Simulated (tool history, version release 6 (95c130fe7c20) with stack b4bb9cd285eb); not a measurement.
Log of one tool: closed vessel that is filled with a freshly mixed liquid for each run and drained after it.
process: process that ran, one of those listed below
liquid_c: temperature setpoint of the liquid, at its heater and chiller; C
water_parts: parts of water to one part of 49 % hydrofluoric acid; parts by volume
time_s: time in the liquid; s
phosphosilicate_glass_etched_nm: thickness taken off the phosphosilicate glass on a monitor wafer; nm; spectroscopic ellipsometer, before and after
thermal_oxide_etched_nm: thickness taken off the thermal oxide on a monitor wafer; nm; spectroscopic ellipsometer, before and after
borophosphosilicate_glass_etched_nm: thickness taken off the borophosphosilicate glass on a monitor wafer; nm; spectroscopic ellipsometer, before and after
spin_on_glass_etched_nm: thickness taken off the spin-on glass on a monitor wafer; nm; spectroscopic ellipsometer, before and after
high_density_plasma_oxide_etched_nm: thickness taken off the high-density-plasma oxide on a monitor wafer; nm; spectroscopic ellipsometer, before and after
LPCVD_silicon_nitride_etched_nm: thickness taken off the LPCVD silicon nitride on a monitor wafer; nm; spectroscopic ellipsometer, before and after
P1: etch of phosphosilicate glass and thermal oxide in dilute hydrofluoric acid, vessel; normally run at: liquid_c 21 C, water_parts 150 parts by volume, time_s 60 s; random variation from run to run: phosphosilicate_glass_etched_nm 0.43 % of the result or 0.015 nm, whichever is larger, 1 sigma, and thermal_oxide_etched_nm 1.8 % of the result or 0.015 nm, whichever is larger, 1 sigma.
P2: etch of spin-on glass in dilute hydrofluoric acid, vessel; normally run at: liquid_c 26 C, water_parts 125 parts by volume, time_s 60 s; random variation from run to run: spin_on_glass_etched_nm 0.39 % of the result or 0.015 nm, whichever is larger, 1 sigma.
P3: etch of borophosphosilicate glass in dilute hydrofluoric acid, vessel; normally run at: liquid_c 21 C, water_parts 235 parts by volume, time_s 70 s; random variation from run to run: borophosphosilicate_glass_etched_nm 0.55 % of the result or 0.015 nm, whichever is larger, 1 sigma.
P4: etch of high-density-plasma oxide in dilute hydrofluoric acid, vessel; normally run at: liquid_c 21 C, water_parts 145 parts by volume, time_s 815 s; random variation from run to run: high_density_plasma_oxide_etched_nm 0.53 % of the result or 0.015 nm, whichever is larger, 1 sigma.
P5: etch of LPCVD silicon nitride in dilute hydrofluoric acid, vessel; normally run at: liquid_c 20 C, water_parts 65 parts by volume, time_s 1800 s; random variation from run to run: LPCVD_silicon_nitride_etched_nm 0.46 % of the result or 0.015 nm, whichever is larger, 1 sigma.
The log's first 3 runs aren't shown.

run,hour,process,liquid_c,water_parts,time_s,phosphosilicate_glass_etched_nm,thermal_oxide_etched_nm,borophosphosilicate_glass_etched_nm,spin_on_glass_etched_nm,high_density_plasma_oxide_etched_nm,LPCVD_silicon_nitride_etched_nm
4,30.1,P2,26,55,60,,,,50.163,,
5,37,P1,21,95,35,22.054,1.5299,,,,
6,48,P4,21,145,815,,,,,30.23,
7,58.5,P1,21,150,60,22.644,1.5731,,,,
8,66.4,P4,29,145,815,,,,,41.339,
9,71.1,P4,21,210,815,,,,,19.622,
10,77,P5,20,65,1800,,,,,,9.7498
11,84.1,P1,21,150,30,11.265,0.79268,,,,
12,91.8,P1,17,150,60,18.981,1.3258,,,,
13,102.6,P3,21,120,70,,,24.771,,,
14,113.3,P2,26,125,85,,,,28.561,,
15,123.8,P3,21,235,70,,,11.235,,,
16,134.5,P5,20,65,3000,,,,,,16.425
17,142.6,P1,21,25,60,155.69,11.168,,,,
18,148.2,P1,21,35,105,192.05,13.276,,,,
19,155.4,P2,26,125,60,,,,20.269,,
20,160.2,P1,21,225,60,13.923,0.99124,,,,
21,170.1,P4,21,145,245,,,,,9.0976,
22,177.6,P3,21,235,70,,,11.153,,,
23,186.9,P1,21,150,60,22.565,1.5321,,,,
24,192.3,P2,26,125,60,,,,20.275,,
25,198.9,P1,21,150,60,22.468,1.5639,,,,
26,205.3,P3,17,235,70,,,9.6494,,,

Run 27 comes next. What will it give?
27,212.2,P2,33,125,60,,,,?,,

{"run 27": {"spin_on_glass_etched_nm": 26.172}}
